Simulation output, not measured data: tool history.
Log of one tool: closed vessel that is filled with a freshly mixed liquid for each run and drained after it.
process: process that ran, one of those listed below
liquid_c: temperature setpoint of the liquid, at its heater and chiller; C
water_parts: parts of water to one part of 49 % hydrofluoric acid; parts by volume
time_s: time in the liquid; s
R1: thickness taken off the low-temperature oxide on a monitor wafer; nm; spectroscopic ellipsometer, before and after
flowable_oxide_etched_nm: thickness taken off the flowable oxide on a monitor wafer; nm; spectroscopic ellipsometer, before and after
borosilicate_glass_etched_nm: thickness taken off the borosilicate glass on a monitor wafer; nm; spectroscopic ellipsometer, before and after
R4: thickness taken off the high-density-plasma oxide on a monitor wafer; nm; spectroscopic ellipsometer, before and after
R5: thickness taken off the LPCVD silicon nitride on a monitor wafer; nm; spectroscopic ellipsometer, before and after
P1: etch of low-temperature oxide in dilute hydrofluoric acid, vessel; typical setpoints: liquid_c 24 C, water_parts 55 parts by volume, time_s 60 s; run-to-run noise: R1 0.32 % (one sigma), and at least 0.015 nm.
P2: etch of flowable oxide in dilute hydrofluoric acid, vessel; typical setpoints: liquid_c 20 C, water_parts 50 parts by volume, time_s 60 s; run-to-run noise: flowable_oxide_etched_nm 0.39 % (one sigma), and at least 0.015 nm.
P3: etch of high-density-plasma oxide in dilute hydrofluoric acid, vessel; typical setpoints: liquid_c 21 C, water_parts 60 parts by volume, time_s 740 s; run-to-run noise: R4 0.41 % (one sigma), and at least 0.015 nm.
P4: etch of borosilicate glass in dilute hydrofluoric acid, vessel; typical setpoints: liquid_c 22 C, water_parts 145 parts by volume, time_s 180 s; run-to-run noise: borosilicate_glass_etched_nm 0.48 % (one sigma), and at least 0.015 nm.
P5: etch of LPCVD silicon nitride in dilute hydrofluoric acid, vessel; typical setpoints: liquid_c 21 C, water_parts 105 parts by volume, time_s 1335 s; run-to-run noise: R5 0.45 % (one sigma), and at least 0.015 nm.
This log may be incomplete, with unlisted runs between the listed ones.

run 1 hour=9.2 | process=P1 liquid_c=24 water_parts=55 time_s=60 | R1=30.859
run 2 hour=20.1 | process=P2 liquid_c=26.5 water_parts=50 time_s=60 | flowable_oxide_etched_nm=53.89
run 3 hour=28.3 | process=P1 liquid_c=24 water_parts=55 time_s=60 | R1=31.029
run 4 hour=42.9 | process=P2 liquid_c=20 water_parts=50 time_s=30 | flowable_oxide_etched_nm=20.575
run 5 hour=53.7 | process=P4 liquid_c=22 water_parts=145 time_s=270 | borosilicate_glass_etched_nm=49.976
run 6 hour=63.6 | process=P2 liquid_c=20 water_parts=50 time_s=60 | flowable_oxide_etched_nm=41.369
run 7 hour=76 | process=P4 liquid_c=26.5 water_parts=145 time_s=180 | borosilicate_glass_etched_nm=39.358
run 8 hour=89.3 | process=P3 liquid_c=21 water_parts=20 time_s=740 | R4=192.33
run 9 hour=96.6 | process=P1 liquid_c=17 water_parts=55 time_s=95 | R1=36.672
run 10 hour=109.8 | process=P1 liquid_c=24 water_parts=55 time_s=60 | R1=30.974
run 11 hour=118.2 | process=P4 liquid_c=22 water_parts=145 time_s=180 | borosilicate_glass_etched_nm=33.697
run 12 hour=131.3 | process=P1 liquid_c=24 water_parts=55 time_s=60 | R1=30.913
run 13 hour=140.3 | process=P5 liquid_c=21 water_parts=105 time_s=2370 | R5=9.9424
run 14 hour=148.3 | process=P4 liquid_c=22 water_parts=65 time_s=180 | borosilicate_glass_etched_nm=82.231
run 15 hour=157.5 | process=P1 liquid_c=24 water_parts=55 time_s=105 | R1=53.917
run 16 hour=169 | process=P1 liquid_c=24 water_parts=75 time_s=60 | R1=22.205
run 17 hour=179.2 | process=P1 liquid_c=24 water_parts=55 time_s=60 | R1=31.022
run 18 hour=192.6 | process=P1 liquid_c=19.5 water_parts=100 time_s=60 | R1=13.459
run 19 hour=205.1 | process=P3 liquid_c=21 water_parts=60 time_s=740 | R4=60.507
run 20 hour=219.5 | process=P2 liquid_c=20 water_parts=20 time_s=60 | flowable_oxide_etched_nm=107.02

Expected results for the next run?
run 21 hour=231.2 | process=P5 liquid_c=21 water_parts=105 time_s=1335 | R5=?

R5: 5.5831 nm
